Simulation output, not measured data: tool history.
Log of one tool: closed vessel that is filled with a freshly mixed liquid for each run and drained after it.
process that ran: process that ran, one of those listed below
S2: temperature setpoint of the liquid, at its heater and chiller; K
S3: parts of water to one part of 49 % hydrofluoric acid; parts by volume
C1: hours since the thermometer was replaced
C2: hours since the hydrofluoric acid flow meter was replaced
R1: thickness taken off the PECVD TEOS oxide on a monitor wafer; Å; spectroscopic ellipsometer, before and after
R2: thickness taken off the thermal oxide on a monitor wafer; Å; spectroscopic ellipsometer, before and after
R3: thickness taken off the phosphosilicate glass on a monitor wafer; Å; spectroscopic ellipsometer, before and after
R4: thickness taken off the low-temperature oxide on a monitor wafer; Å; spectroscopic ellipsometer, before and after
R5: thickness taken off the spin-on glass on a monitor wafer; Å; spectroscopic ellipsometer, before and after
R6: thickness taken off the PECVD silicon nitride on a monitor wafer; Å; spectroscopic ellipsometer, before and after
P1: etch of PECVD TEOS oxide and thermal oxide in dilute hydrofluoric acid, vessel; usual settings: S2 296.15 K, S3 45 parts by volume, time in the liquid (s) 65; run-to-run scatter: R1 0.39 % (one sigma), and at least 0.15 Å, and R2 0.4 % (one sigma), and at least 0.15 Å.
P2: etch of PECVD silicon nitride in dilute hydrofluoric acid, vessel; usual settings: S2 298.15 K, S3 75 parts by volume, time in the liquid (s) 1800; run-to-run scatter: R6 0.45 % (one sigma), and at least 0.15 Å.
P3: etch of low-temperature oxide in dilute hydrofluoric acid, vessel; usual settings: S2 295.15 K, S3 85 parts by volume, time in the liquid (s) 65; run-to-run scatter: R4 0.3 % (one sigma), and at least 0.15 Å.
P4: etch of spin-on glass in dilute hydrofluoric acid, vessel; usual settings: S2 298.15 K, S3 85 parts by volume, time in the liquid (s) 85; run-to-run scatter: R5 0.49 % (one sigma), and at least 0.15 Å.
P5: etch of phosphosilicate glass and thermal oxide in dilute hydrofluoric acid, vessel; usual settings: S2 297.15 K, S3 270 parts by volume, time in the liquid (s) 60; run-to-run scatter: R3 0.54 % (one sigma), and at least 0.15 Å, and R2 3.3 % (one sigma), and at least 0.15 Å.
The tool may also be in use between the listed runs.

Run 1, hour 16.4: process that ran P1, S2 296.15 K, S3 45 parts by volume, time in the liquid (s) 65; C1 1011.9; C2 360.8. Result: R1 189.760 Å, R2 70.0450 Å.
Run 2, hour 29.7: process that ran P5, S2 304.15 K, S3 270 parts by volume, time in the liquid (s) 60; C1 1025.2; C2 374.1. Result: R2 10.6250 Å, R3 253.91 Å.
Run 3, hour 45.9: process that ran P1, S2 296.15 K, S3 45 parts by volume, time in the liquid (s) 100; C1 1041.4; C2 390.3. Result: R1 289.190 Å, R2 107.4500 Å.
Run 4, hour 57.8: process that ran P3, S2 295.15 K, S3 85 parts by volume, time in the liquid (s) 65; C1 1053.3; C2 402.2. Result: R4 219.95 Å.
Run 5, hour 74.6: process that ran P1, S2 292.65 K, S3 45 parts by volume, time in the liquid (s) 65; C1 1070.1; C2 419.0. Result: R1 162.790 Å, R2 60.5630 Å.
Run 6, hour 90.2: process that ran P1, S2 300.15 K, S3 20 parts by volume, time in the liquid (s) 65; C1 1085.7; C2 434.6. Result: R1 521.570 Å, R2 193.0200 Å.
Run 7, hour 99.3: process that ran P4, S2 303.65 K, S3 85 parts by volume, time in the liquid (s) 85; C1 1094.8; C2 443.7. Result: R5 456.46 Å.
Run 8, hour 110.7: process that ran P3, S2 295.15 K, S3 85 parts by volume, time in the liquid (s) 30; C1 1106.2; C2 455.1. Result: R4 101.90 Å.
Run 9, hour 125.1: process that ran P1, S2 296.15 K, S3 45 parts by volume, time in the liquid (s) 65; C1 1120.6; C2 469.5. Result: R1 188.710 Å, R2 69.8360 Å.
Run 10, hour 139.4: process that ran P3, S2 295.15 K, S3 150 parts by volume, time in the liquid (s) 65; C1 1134.9; C2 483.8. Result: R4 116.22 Å.
Run 11, hour 157.0: process that ran P2, S2 298.15 K, S3 75 parts by volume, time in the liquid (s) 1800; C1 1152.5; C2 501.4. Result: R6 563.93 Å.
Run 12, hour 169.6: process that ran P5, S2 297.15 K, S3 55 parts by volume, time in the liquid (s) 60; C1 1165.1; C2 514.0. Result: R2 50.7620 Å, R3 1261.90 Å.
Run 13, hour 180.7: process that ran P1, S2 303.15 K, S3 45 parts by volume, time in the liquid (s) 65; C1 1176.2; C2 525.1. Result: R1 250.200 Å, R2 93.8190 Å.
Run 14, hour 192.2: process that ran P3, S2 290.15 K, S3 85 parts by volume, time in the liquid (s) 65; C1 1187.7; C2 536.6. Result: R4 178.56 Å.
Run 15, hour 203.6: process that ran P4, S2 298.15 K, S3 85 parts by volume, time in the liquid (s) 85; C1 1199.1; C2 548.0. Result: R5 372.20 Å.
Run 16, hour 221.2: process that ran P1, S2 296.15 K, S3 20 parts by volume, time in the liquid (s) 65; C1 1216.7; C2 565.6. Result: R1 441.220 Å, R2 162.2900 Å.
Run 17, hour 237.0: process that ran P1, S2 303.15 K, S3 75 parts by volume, time in the liquid (s) 65; C1 1232.5; C2 581.4. Result: R1 143.880 Å, R2 53.8590 Å.
Run 18, hour 253.0: process that ran P1, S2 296.15 K, S3 45 parts by volume, time in the liquid (s) 30; C1 1248.5; C2 597.4. Result: R1 87.392 Å, R2 32.2850 Å.
Run 19, hour 270.5: process that ran P4, S2 298.15 K, S3 85 parts by volume, time in the liquid (s) 30; C1 1266.0; C2 614.9. Result: R5 129.53 Å.
Run 20, hour 283.4: process that ran P1, S2 296.15 K, S3 45 parts by volume, time in the liquid (s) 65; C1 1278.9; C2 627.8. Result: R1 188.070 Å, R2 70.2810 Å.
Run 21, hour 299.8: process that ran P2, S2 298.15 K, S3 125 parts by volume, time in the liquid (s) 1800; C1 1295.3; C2 644.2. Result: R6 339.16 Å.
Run 22, hour 309.4: process that ran P2, S2 298.15 K, S3 75 parts by volume, time in the liquid (s) 590; C1 1304.9; C2 653.8. Result: R6 185.42 Å.
Run 23, hour 320.1: process that ran P5, S2 297.15 K, S3 270 parts by volume, time in the liquid (s) 30; C1 1315.6; C2 664.5. Result: R2 4.4525 Å, R3 100.94 Å.
Run 24, hour 328.2: process that ran P3, S2 295.15 K, S3 85 parts by volume, time in the liquid (s) 65; C1 1323.7; C2 672.6. Result: R4 218.64 Å.
Run 25, hour 338.2: process that ran P1, S2 296.15 K, S3 75 parts by volume, time in the liquid (s) 65; C1 1333.7; C2 682.6. Result: R1 109.600 Å, R2 40.2990 Å.
Run 26, hour 352.4: process that ran P1, S2 296.15 K, S3 45 parts by volume, time in the liquid (s) 65; C1 1347.9; C2 696.8. Result: R1 188.460 Å, R2 69.7070 Å.
Run 27, hour 366.7: process that ran P1, S2 296.15 K, S3 45 parts by volume, time in the liquid (s) 65; C1 1362.2; C2 711.1. Result: R1 187.750 Å, R2 69.4730 Å.
Run 28, hour 377.6: process that ran P4, S2 298.15 K, S3 25 parts by volume, time in the liquid (s) 85; C1 1373.1; C2 722.0. Result: R5 1378.40 Å.
Run 29, hour 387.6: process that ran P2, S2 291.65 K, S3 75 parts by volume, time in the liquid (s) 1800; C1 1383.1; C2 732.0. Result: R6 361.20 Å.
Run 30, hour 397.8: process that ran P5, S2 297.15 K, S3 270 parts by volume, time in the liquid (s) 60; C1 1393.3; C2 742.2. Result: R2 8.9994 Å, R3 203.79 Å.
Run 31, hour 407.3: process that ran P5, S2 297.15 K, S3 270 parts by volume, time in the liquid (s) 60; C1 1402.8; C2 751.7. Result: R2 8.4331 Å, R3 200.84 Å.
Run 32, hour 415.8: process that ran P1, S2 304.15 K, S3 65 parts by volume, time in the liquid (s) 65; C1 1411.3; C2 760.2. Result: R1 174.380 Å, R2 65.6520 Å.
Run 33, hour 431.0: process that ran P1, S2 296.15 K, S3 45 parts by volume, time in the liquid (s) 65; C1 1426.5; C2 775.4. Result: R1 190.090 Å, R2 69.9550 Å.
Run 34, hour 442.0: process that ran P1, S2 296.15 K, S3 45 parts by volume, time in the liquid (s) 65; C1 1437.5; C2 786.4. Result: R1 182.940 Å, R2 68.1180 Å.
Run 35, hour 454.9: process that ran P1, S2 296.15 K, S3 45 parts by volume, time in the liquid (s) 65; C1 1450.4; C2 799.3. Result: R1 178.510 Å, R2 66.6640 Å.
Run 36, hour 463.7: process that ran P1, S2 296.15 K, S3 45 parts by volume, time in the liquid (s) 65; C1 1459.2; C2 808.1. Result: R1 177.580 Å, R2 65.8040 Å.
Run 37, hour 476.7: process that ran P1, S2 296.15 K, S3 45 parts by volume, time in the liquid (s) 65; C1 1472.2; C2 821.1. Result: R1 175.590 Å, R2 65.2430 Å.
Run 38, hour 492.2: process that ran P1, S2 296.15 K, S3 45 parts by volume, time in the liquid (s) 65; C1 1487.7; C2 836.6. Result: R1 174.690 Å, R2 65.6160 Å.
Run 39, hour 510.0: process that ran P1, S2 296.15 K, S3 45 parts by volume, time in the liquid (s) 65; C1 1505.5; C2 854.4. Result: R1 174.960 Å, R2 65.0690 Å.

What P1 gives has crept away from where it was. These 2 causes fit the log equally well, each at the size given:
A: hydrofluoric acid flow below the setpoint (%) = 7.09
B: liquid colder than its thermometer reads (K) = 1.87
The creep began at about hour 431.0.

4 check runs are offered, one wafer each, their results left as question marks. Which one tells the causes apart?
Run check 1, hour 527.8: process that ran P5, S2 297.15 K, S3 55 parts by volume, time in the liquid (s) 30. Result: R2 ?, R3 ?.
Run check 2, hour 527.8: process that ran P4, S2 298.15 K, S3 30 parts by volume, time in the liquid (s) 30. Result: R5 ?.
Run check 3, hour 527.8: process that ran P3, S2 291.65 K, S3 85 parts by volume, time in the liquid (s) 65. Result: R4 ?.
Run check 4, hour 527.8: process that ran P2, S2 294.15 K, S3 75 parts by volume, time in the liquid (s) 1800. Result: R6 ?.

What each check would give under each cause:
  check  result     if A     if B
check 1      R2  24.0260  24.0710
check 1      R3   582.74   583.84
check 2      R5   369.48   368.93
check 3      R4   175.69   175.95
check 4      R6   400.56   378.50
How far apart the two closest causes lie, in the result that separates them most: check 1 0.19 %; check 2 0.15 %; check 3 0.15 %; check 4 5.66 %
Check 4 tells the causes apart: in the others they would give nearly the same result.

Then check 4 was run and gave: R6 398.69 Å. Which cause is it?

It is A: hydrofluoric acid flow below the setpoint (%).
